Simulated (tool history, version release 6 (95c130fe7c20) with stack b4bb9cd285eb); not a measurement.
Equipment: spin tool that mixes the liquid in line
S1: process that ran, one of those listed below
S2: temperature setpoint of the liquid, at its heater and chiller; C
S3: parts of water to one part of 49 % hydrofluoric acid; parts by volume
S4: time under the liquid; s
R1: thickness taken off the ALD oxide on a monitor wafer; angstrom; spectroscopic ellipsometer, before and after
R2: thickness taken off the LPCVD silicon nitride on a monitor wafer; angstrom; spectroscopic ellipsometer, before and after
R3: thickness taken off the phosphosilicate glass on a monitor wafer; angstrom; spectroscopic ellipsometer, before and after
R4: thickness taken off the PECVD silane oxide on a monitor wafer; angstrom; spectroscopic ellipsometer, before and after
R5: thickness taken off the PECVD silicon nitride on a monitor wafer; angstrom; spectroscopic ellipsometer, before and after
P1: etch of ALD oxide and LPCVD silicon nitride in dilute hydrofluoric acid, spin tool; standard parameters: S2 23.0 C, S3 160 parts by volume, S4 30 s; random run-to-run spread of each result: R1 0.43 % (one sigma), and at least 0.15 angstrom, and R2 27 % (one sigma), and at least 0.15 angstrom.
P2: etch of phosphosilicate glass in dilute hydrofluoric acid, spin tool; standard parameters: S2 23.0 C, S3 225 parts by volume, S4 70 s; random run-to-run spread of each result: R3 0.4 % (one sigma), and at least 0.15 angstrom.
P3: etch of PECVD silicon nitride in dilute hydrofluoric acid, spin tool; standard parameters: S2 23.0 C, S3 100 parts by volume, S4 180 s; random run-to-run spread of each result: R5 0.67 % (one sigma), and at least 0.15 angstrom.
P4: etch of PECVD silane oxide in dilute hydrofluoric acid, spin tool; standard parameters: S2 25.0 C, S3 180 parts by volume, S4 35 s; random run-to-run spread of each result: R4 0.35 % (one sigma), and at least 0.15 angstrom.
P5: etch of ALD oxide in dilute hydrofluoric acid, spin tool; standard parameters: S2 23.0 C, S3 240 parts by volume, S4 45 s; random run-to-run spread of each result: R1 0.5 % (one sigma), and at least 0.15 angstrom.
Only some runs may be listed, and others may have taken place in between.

run	day	S1	S2	S3	S4	R1	R2	R3	R4	R5
1	0.725	P1	23.0	160	30	53.768	1.27460			
2	1.308	P2	23.0	405	70			177.32		
3	1.950	P1	23.0	160	30	53.122	0.69659			
4	2.571	P1	23.0	85	60	222.030	1.94280			
5	2.979	P4	25.0	180	35				77.217	
# day 3.079: thermometer replaced
6	3.512	P2	17.0	225	70			299.78		
7	4.108	P3	23.0	100	345					76.515
8	4.446	P1	23.0	160	30	53.470	0.82988			
9	4.988	P4	21.5	180	35				67.697	
10	5.450	P3	23.0	100	180					39.820
11	5.783	P4	25.0	180	55				122.530	
12	6.179	P2	23.0	225	25			134.29		
13	6.642	P1	23.0	95	30	97.417	1.46640			
14	7.175	P5	23.0	240	45	50.870				
15	7.621	P5	23.0	240	70	77.876				
16	8.292	P1	23.0	160	50	89.093	2.30210			
17	8.754	P1	26.0	160	15	29.662	0.95965			
18	9.408	P5	18.0	240	45	41.436				
19	9.825	P3	23.0	170	180					23.598
20	10.475	P1	23.0	160	30	52.941	1.17400			
21	10.825	P5	23.0	240	45	50.066				
22	11.567	P1	17.0	160	30	42.082	0.50669			
23	12.221	P1	23.0	160	30	53.985	0.62816			
24	12.808	P2	23.0	225	70			379.08		
25	13.575	P3	28.5	100	180					57.182
26	14.029	P1	23.0	260	50	49.417	0.92186			
27	14.621	P1	29.0	160	30	67.099	1.25360			
28	15.358	P1	23.0	160	15	26.809	0.47323			
29	16.012	P1	23.0	235	30	34.121	1.03650			
30	16.517	P5	23.0	340	45	32.518				
31	16.917	P1	23.0	160	30	53.284	0.83536			
32	17.350	P4	25.0	265	35				47.993	
33	17.896	P1	23.0	160	30	53.849	1.03230			
34	18.388	P1	23.0	160	30	52.824	0.55023			
35	18.862	P1	23.0	160	30	51.947	1.32960			
36	19.604	P1	23.0	160	30	51.215	0.92087			
37	20.212	P1	23.0	160	30	50.832	0.85886			
38	20.562	P1	23.0	160	30	50.726	0.67777			
39	21.275	P1	23.0	160	30	50.381	0.93544			
40	21.712	P1	23.0	160	30	50.579	0.44773			
41	22.112	P1	23.0	160	30	50.915	0.93145			
42	22.462	P1	23.0	160	30	50.515	0.65869			
43	23.229	P1	23.0	160	30	50.191	0.93442			
44	23.733	P1	23.0	160	30	50.622	0.82898			

P1 no longer gives what it gave before; its output has crept away from where it was. The following 2 causes, each at its listed size, fit the log equally well:
A: liquid colder than its thermometer reads (K) = 1.59
B: hydrofluoric acid flow below the setpoint (%) = 5.05
Onset of the creep was near day 17.896.

Each of the check runs listed below is run on 2 wafers and reports their average, with the results left as question marks. Pick the one under which the possible causes would lead to clearly different results.
check 1	24.238	P3	23.0	100	180					?
check 2	24.238	P2	23.0	225	70			?		
check 3	24.238	P4	25.0	180	35				?	
check 4	24.238	P5	23.0	240	45	?				

What every check run would give for each of its results, assuming each possible cause in turn:
check	result	if A	if B
check 1	R5	35.966	38.011
check 2	R3	355.52	353.75
check 3	R4	73.117	72.891
check 4	R1	47.392	47.105
Minimum pairwise separation of causes per check, each pair taken at its best-separating result: check 1 5.53 %; check 2 0.5 %; check 3 0.31 %; check 4 0.61 %
Check 1 tells the causes apart: in the others they would give nearly the same result.

The results of check 1 are: R5 35.950 angstrom. Based on these, which of the listed causes is it?

It was cause A: liquid colder than its thermometer reads (K).

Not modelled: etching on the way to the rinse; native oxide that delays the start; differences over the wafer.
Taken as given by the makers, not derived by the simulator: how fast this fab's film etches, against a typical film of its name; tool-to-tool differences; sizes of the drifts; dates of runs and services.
